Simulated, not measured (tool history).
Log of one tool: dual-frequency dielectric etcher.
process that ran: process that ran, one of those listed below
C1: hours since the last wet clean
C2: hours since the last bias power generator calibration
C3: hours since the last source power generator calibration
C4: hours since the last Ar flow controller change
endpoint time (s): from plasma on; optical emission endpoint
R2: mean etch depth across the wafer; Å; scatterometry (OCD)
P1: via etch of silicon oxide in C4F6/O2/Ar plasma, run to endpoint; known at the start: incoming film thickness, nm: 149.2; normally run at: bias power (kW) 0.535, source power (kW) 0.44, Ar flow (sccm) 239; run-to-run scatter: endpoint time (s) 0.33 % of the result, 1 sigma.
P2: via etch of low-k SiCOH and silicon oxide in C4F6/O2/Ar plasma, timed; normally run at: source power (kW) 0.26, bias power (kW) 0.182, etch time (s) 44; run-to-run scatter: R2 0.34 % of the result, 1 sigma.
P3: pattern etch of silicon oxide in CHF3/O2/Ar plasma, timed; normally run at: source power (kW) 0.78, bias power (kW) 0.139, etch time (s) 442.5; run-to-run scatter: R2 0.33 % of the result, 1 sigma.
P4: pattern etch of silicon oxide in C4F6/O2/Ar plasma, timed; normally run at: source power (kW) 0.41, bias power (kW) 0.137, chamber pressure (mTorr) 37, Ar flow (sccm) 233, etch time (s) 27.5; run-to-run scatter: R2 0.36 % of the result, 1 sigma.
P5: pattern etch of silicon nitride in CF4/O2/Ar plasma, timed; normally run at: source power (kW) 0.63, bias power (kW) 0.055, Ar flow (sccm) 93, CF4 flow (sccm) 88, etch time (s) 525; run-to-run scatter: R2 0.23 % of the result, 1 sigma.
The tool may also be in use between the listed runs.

Run 1, hour 11.7: process that ran P1, bias power (kW) 0.535, source power (kW) 0.44, Ar flow (sccm) 239; C1 193.5; C2 2572.8; C3 262.7; C4 632.7. Result: endpoint time (s) 29.515.
Run 2, hour 29.7: process that ran P2, bias power (kW) 0.182, source power (kW) 0.26, etch time (s) 44; C1 211.5; C2 2590.8; C3 280.7; C4 650.7. Result: R2 975.79 Å.
Run 3, hour 43.4: process that ran P3, bias power (kW) 0.182, source power (kW) 0.78, etch time (s) 442.5; C1 225.2; C2 2604.5; C3 294.4; C4 664.4. Result: R2 9859.7 Å.
Run 4, hour 54.4: process that ran P2, bias power (kW) 0.25, source power (kW) 0.26, etch time (s) 44; C1 236.2; C2 2615.5; C3 305.4; C4 675.4. Result: R2 1091 Å.
Run 5, hour 69: process that ran P1, bias power (kW) 0.535, source power (kW) 0.44, Ar flow (sccm) 239; C1 250.8; C2 2630.1; C3 320; C4 690. Result: endpoint time (s) 29.508.
Run 6, hour 85.3: process that ran P4, bias power (kW) 0.137, source power (kW) 0.41, Ar flow (sccm) 233, etch time (s) 15, chamber pressure (mTorr) 37; C1 267.1; C2 2646.4; C3 336.3; C4 706.3. Result: R2 429.88 Å.
Run 7, hour 99.5: process that ran P1, bias power (kW) 0.345, source power (kW) 0.44, Ar flow (sccm) 239; C1 281.3; C2 2660.6; C3 350.5; C4 720.5. Result: endpoint time (s) 34.601.
Run 8, hour 114.8: process that ran P1, bias power (kW) 0.535, source power (kW) 0.3, Ar flow (sccm) 239; C1 296.6; C2 2675.9; C3 365.8; C4 735.8. Result: endpoint time (s) 34.026.
Run 9, hour 124.2: process that ran P1, bias power (kW) 0.535, source power (kW) 0.44, Ar flow (sccm) 289; C1 306; C2 2685.3; C3 375.2; C4 745.2. Result: endpoint time (s) 30.137.
Run 10, hour 143: process that ran P1, bias power (kW) 0.535, source power (kW) 0.44, Ar flow (sccm) 239; C1 324.8; C2 2704.1; C3 394; C4 764. Result: endpoint time (s) 29.56.
Run 11, hour 152.4: process that ran P3, bias power (kW) 0.139, source power (kW) 1.09, etch time (s) 442.5; C1 334.2; C2 2713.5; C3 403.4; C4 773.4. Result: R2 10396 Å.
Run 12, hour 166.1: process that ran P4, bias power (kW) 0.137, source power (kW) 0.33, Ar flow (sccm) 233, etch time (s) 27.5, chamber pressure (mTorr) 37; C1 347.9; C2 2727.2; C3 417.1; C4 787.1. Result: R2 723.41 Å.
Run 13, hour 177.4: process that ran P1, bias power (kW) 0.535, source power (kW) 0.56, Ar flow (sccm) 239; C1 359.2; C2 2738.5; C3 428.4; C4 798.4. Result: endpoint time (s) 26.978.
Run 14, hour 190.5: process that ran P5, bias power (kW) 0.055, source power (kW) 0.85, Ar flow (sccm) 93, etch time (s) 525, CF4 flow (sccm) 88; C1 372.3; C2 2751.6; C3 441.5; C4 811.5. Result: R2 15791 Å.
Run 15, hour 208.8: process that ran P1, bias power (kW) 0.671, source power (kW) 0.44, Ar flow (sccm) 314; C1 390.6; C2 2769.9; C3 459.8; C4 829.8. Result: endpoint time (s) 28.033.
Run 16, hour 218.8: process that ran P4, bias power (kW) 0.137, source power (kW) 0.41, Ar flow (sccm) 233, etch time (s) 27.5, chamber pressure (mTorr) 37; C1 400.6; C2 2779.9; C3 469.8; C4 839.8. Result: R2 792.85 Å.
Run 17, hour 230.2: process that ran P4, bias power (kW) 0.083, source power (kW) 0.41, Ar flow (sccm) 233, etch time (s) 27.5, chamber pressure (mTorr) 37; C1 412; C2 2791.3; C3 481.2; C4 851.2. Result: R2 683.61 Å.
Run 18, hour 244.7: process that ran P2, bias power (kW) 0.182, source power (kW) 0.26, etch time (s) 24; C1 426.5; C2 2805.8; C3 495.7; C4 865.7. Result: R2 533.91 Å.
Run 19, hour 254.8: process that ran P5, bias power (kW) 0.055, source power (kW) 0.63, Ar flow (sccm) 123, etch time (s) 525, CF4 flow (sccm) 88; C1 436.6; C2 2815.9; C3 505.8; C4 875.8. Result: R2 11732 Å.
Run 20, hour 273.4: process that ran P5, bias power (kW) 0.066, source power (kW) 0.63, Ar flow (sccm) 93, etch time (s) 525, CF4 flow (sccm) 88; C1 455.2; C2 2834.5; C3 524.4; C4 894.4. Result: R2 13001 Å.
Run 21, hour 285.6: process that ran P3, bias power (kW) 0.139, source power (kW) 0.78, etch time (s) 442.5; C1 467.4; C2 2846.7; C3 536.6; C4 906.6. Result: R2 9107.9 Å.
Run 22, hour 294.4: process that ran P5, bias power (kW) 0.055, source power (kW) 0.63, Ar flow (sccm) 93, etch time (s) 525, CF4 flow (sccm) 61; C1 476.2; C2 2855.5; C3 545.4; C4 915.4. Result: R2 11510 Å.
Run 23, hour 305.9: process that ran P1, bias power (kW) 0.535, source power (kW) 0.44, Ar flow (sccm) 168; C1 487.7; C2 2867; C3 556.9; C4 926.9. Result: endpoint time (s) 28.406.
Run 24, hour 316.9: process that ran P1, bias power (kW) 0.695, source power (kW) 0.44, Ar flow (sccm) 239; C1 498.7; C2 2878; C3 567.9; C4 937.9. Result: endpoint time (s) 26.646.
Run 25, hour 330.2: process that ran P2, bias power (kW) 0.182, source power (kW) 0.18, etch time (s) 44; C1 512; C2 2891.3; C3 581.2; C4 951.2. Result: R2 852.88 Å.
Run 26, hour 346.2: process that ran P4, bias power (kW) 0.137, source power (kW) 0.41, Ar flow (sccm) 233, etch time (s) 27.5, chamber pressure (mTorr) 45.5; C1 528; C2 2907.3; C3 597.2; C4 967.2. Result: R2 769.22 Å.
Run 27, hour 362.9: process that ran P4, bias power (kW) 0.137, source power (kW) 0.41, Ar flow (sccm) 140, etch time (s) 27.5, chamber pressure (mTorr) 37; C1 544.7; C2 2924; C3 613.9; C4 983.9. Result: R2 832.79 Å.
Run 28, hour 373.8: process that ran P4, bias power (kW) 0.137, source power (kW) 0.41, Ar flow (sccm) 233, etch time (s) 27.5, chamber pressure (mTorr) 37; C1 555.6; C2 2934.9; C3 624.8; C4 994.8. Result: R2 793.37 Å.
Run 29, hour 389.1: process that ran P3, bias power (kW) 0.139, source power (kW) 0.78, etch time (s) 269; C1 570.9; C2 2950.2; C3 640.1; C4 1010.1. Result: R2 5593.2 Å.
Run 30, hour 407.8: process that ran P1, bias power (kW) 0.535, source power (kW) 0.44, Ar flow (sccm) 239; C1 589.6; C2 2968.9; C3 658.8; C4 1028.8. Result: endpoint time (s) 29.467.
Run 31, hour 415.8: process that ran P5, bias power (kW) 0.055, source power (kW) 0.63, Ar flow (sccm) 93, etch time (s) 289.5, CF4 flow (sccm) 88; C1 597.6; C2 2976.9; C3 666.8; C4 1036.8. Result: R2 6651.8 Å.
Run 32, hour 425.1: process that ran P5, bias power (kW) 0.055, source power (kW) 0.63, Ar flow (sccm) 93, etch time (s) 525, CF4 flow (sccm) 88; C1 606.9; C2 2986.2; C3 676.1; C4 1046.1. Result: R2 12205 Å.
Run 33, hour 442.6: process that ran P1, bias power (kW) 0.323, source power (kW) 0.57, Ar flow (sccm) 239; C1 624.4; C2 3003.7; C3 693.6; C4 1063.6. Result: endpoint time (s) 32.21.
Run 34, hour 460.1: process that ran P2, bias power (kW) 0.182, source power (kW) 0.26, etch time (s) 44; C1 641.9; C2 3021.2; C3 711.1; C4 1081.1. Result: R2 980.2 Å.
Run 35, hour 469.4: process that ran P1, bias power (kW) 0.535, source power (kW) 0.44, Ar flow (sccm) 239; C1 651.2; C2 3030.5; C3 720.4; C4 1090.4. Result: endpoint time (s) 29.496.
Run 36, hour 479.5: process that ran P1, bias power (kW) 0.535, source power (kW) 0.44, Ar flow (sccm) 239; C1 661.3; C2 3040.6; C3 730.5; C4 1100.5. Result: endpoint time (s) 29.223.
Run 37, hour 497.8: process that ran P1, bias power (kW) 0.535, source power (kW) 0.44, Ar flow (sccm) 239; C1 679.6; C2 3058.9; C3 748.8; C4 1118.8. Result: endpoint time (s) 29.38.
Run 38, hour 512.3: process that ran P1, bias power (kW) 0.535, source power (kW) 0.44, Ar flow (sccm) 239; C1 694.1; C2 3073.4; C3 763.3; C4 1133.3. Result: endpoint time (s) 29.003.
At hour 516.8: Ar flow controller replaced.
At hour 523.8: wet clean of the chamber.
Run 39, hour 526.1: process that ran P1, bias power (kW) 0.535, source power (kW) 0.44, Ar flow (sccm) 239; C1 2.4; C2 3087.2; C3 777.1; C4 9.4. Result: endpoint time (s) 29.329.
Run 40, hour 535.2: process that ran P1, bias power (kW) 0.535, source power (kW) 0.44, Ar flow (sccm) 239; C1 11.5; C2 3096.3; C3 786.2; C4 18.5. Result: endpoint time (s) 28.967.
Run 41, hour 548: process that ran P1, bias power (kW) 0.535, source power (kW) 0.44, Ar flow (sccm) 239; C1 24.3; C2 3109.1; C3 799; C4 31.3. Result: endpoint time (s) 29.036.
Run 42, hour 566.7: process that ran P1, bias power (kW) 0.535, source power (kW) 0.44, Ar flow (sccm) 239; C1 43; C2 3127.8; C3 817.7; C4 50. Result: endpoint time (s) 29.197.
Run 43, hour 578.1: process that ran P1, bias power (kW) 0.535, source power (kW) 0.44, Ar flow (sccm) 239; C1 54.4; C2 3139.2; C3 829.1; C4 61.4. Result: endpoint time (s) 29.126.

What P1 gives has crept away from where it was. These 2 causes fit the log equally well, each at the size given:
A: bias power that arrives over what is set, % = 4.44
B: source power that arrives over what is set, % = 4.55
The creep began at about hour 469.4.
Why every other cause is out:
chamber walls in a state that raises the etch rate, %: serviced at hour 523.8, which brought nothing back
Ar flow that arrives under what is set, %: serviced at hour 516.8, which brought nothing back

4 check runs are offered, one wafer each, their results left as question marks. Which one tells the causes apart?
Run check 1, hour 589.5: process that ran P3, bias power (kW) 0.139, source power (kW) 0.78, etch time (s) 442.5. Result: R2 ?.
Run check 2, hour 589.5: process that ran P2, bias power (kW) 0.182, source power (kW) 0.26, etch time (s) 44. Result: R2 ?.
Run check 3, hour 589.5: process that ran P5, bias power (kW) 0.055, source power (kW) 0.63, Ar flow (sccm) 93, etch time (s) 525, CF4 flow (sccm) 88. Result: R2 ?.
Run check 4, hour 589.5: process that ran P4, bias power (kW) 0.137, source power (kW) 0.41, Ar flow (sccm) 233, etch time (s) 27.5, chamber pressure (mTorr) 37. Result: R2 ?.

What each check would give under each cause:
  check  result    if A    if B
check 1      R2  9243.5  9278.7
check 2      R2   993.7   996.6
check 3      R2   12347   12625
check 4      R2   800.6  804.39
How far apart the two closest causes lie, in the result that separates them most: check 1 0.38 %; check 2 0.29 %; check 3 2.22 %; check 4 0.47 %
Only check 3 tells the causes apart: in the others they would give nearly the same result.

Then check 3 was run and gave: R2 12359 Å. Which cause is it?

It is A: bias power that arrives over what is set, %.

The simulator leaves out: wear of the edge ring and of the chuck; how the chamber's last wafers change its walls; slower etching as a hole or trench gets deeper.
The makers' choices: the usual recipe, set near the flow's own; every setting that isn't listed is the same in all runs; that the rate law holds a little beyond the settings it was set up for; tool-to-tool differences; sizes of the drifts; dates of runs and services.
